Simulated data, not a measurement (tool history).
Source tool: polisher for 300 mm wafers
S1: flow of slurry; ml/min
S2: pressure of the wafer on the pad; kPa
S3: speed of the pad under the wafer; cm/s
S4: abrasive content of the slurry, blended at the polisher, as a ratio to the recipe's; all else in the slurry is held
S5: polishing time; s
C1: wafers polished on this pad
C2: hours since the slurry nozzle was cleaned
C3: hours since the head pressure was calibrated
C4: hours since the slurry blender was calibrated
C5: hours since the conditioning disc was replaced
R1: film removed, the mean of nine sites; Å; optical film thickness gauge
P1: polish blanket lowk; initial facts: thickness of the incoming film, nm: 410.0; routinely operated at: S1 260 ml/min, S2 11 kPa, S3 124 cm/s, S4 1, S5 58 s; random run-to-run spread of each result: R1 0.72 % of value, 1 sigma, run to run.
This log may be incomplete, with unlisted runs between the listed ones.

run,hour,S1,S2,S3,S4,S5,C1,C2,C3,C4,C5,R1
1,12.7,260,11,124,1,58,688,231.5,529.8,232.1,181.3,196.4
2,20.5,335,11,124,1,58,802,239.3,537.6,239.9,189.1,202.26
3,36.7,260,14.5,124,1,58,1039,255.5,553.8,256.1,205.3,252.47
# hour 42.9: slurry blender recalibrated
4,49.4,260,11,124,1,58,1224,268.2,566.5,6.5,218,194.41
5,58.2,260,11,124,1,58,1353,277,575.3,15.3,226.8,195.46
6,70,260,11,124,1,89,1525,288.8,587.1,27.1,238.6,299.74
7,81.8,260,11,124,1.25,58,1698,300.6,598.9,38.9,250.4,214.32
8,96.5,325,13.8,124,1,58,1912,315.3,613.6,53.6,265.1,253.48
9,104.9,260,11,124,1,58,2035,323.7,622,62,273.5,196.59
10,119.7,260,4.8,124,1,58,2251,338.5,636.8,76.8,288.3,85.603
11,129.7,260,11,124,0.55,58,2397,348.5,646.8,86.8,298.3,143.1
12,142.4,260,11,124,1,58,2583,361.2,659.5,99.5,311,196.53
13,151.7,260,15.2,124,1.3,58,2719,370.5,668.8,108.8,320.3,301.02
14,164.5,180,11,124,1,58,2906,383.3,681.6,121.6,333.1,187.88
# hour 172.4: slurry nozzle cleaned
15,181.1,260,11,124,1,26,3148,8.7,698.2,138.2,349.7,87.106
16,192.4,260,11,194,1,58,3313,20,709.5,149.5,361,279.23
17,207.2,260,11,78,1,58,3530,34.8,724.3,164.3,375.8,133.56
18,221.2,260,11,124,1,58,3734,48.8,738.3,178.3,389.8,195.35
19,235.8,260,11,124,1,58,3947,63.4,752.9,192.9,404.4,194.31
20,245.8,260,11,124,1,58,4094,73.4,762.9,202.9,414.4,187.02
21,259.3,260,11,124,1,58,4291,86.9,776.4,216.4,427.9,178.32
22,273.3,260,11,124,1,58,4495,100.9,790.4,230.4,441.9,172.75
23,282.6,260,11,124,1,58,4631,110.2,799.7,239.7,451.2,173.79
# hour 283.9: head pressure recalibrated
# hour 287.8: slurry nozzle cleaned
# hour 290.4: conditioning disc replaced and pad reconditioned
24,300.3,260,11,124,1,58,4890,12.6,16.4,257.4,9.9,171.59
25,310.9,260,11,124,1,58,5045,23.2,27,268,20.5,170.9

What P1 gives has crept off from where it sat before. The 2 causes that follow fit the log equally well, each at the size noted:
A: removal rate lost through wear of the pad, % = 12.5
B: abrasive missing from the slurry, % = 23.8
Creep in the process output first set in at about hour 235.8.
Each remaining cause and why it is not a fit:
slurry flow missing at the pad, %: was serviced at hour 287.8, once the creep was under way, yet the earlier output never came back
head's pressure below its setpoint, %: was serviced at hour 283.9, once the creep was under way, yet the earlier output never came back
time polished since the conditioner stopped cutting, s: was serviced at hour 290.4, once the creep was under way, yet the earlier output never came back

The 4 check runs listed below each average the results of 5 wafers, and their outcomes are marked with question marks. Under which run would the listed causes produce clearly different results?
check 1,321.5,260,11,124,0.7,35,,,,,,?
check 2,321.5,320,11,178,1,58,,,,,,?
check 3,321.5,185,11,124,1,33,,,,,,?
check 4,321.5,260,11,172,1,58,,,,,,?

If the cause were each of the candidates in turn, the checks would give the following:
check,result,if A,if B
check 1,R1,86.476,84.488
check 2,R1,233.07,233.25
check 3,R1,93.51,93.583
check 4,R1,222.45,222.63
Distance between the nearest two causes, measured in the result of the check that separates them most: check 1 2.33 %; check 2 0.08 %; check 3 0.08 %; check 4 0.08 %
Check 1 is the one run that separates the causes; every other check would come out nearly the same whichever cause is at work.

Check 1 was carried out, with these results: R1 84.357 Å. Which of the listed causes is responsible?

The correct cause is B, namely: abrasive missing from the slurry, %.
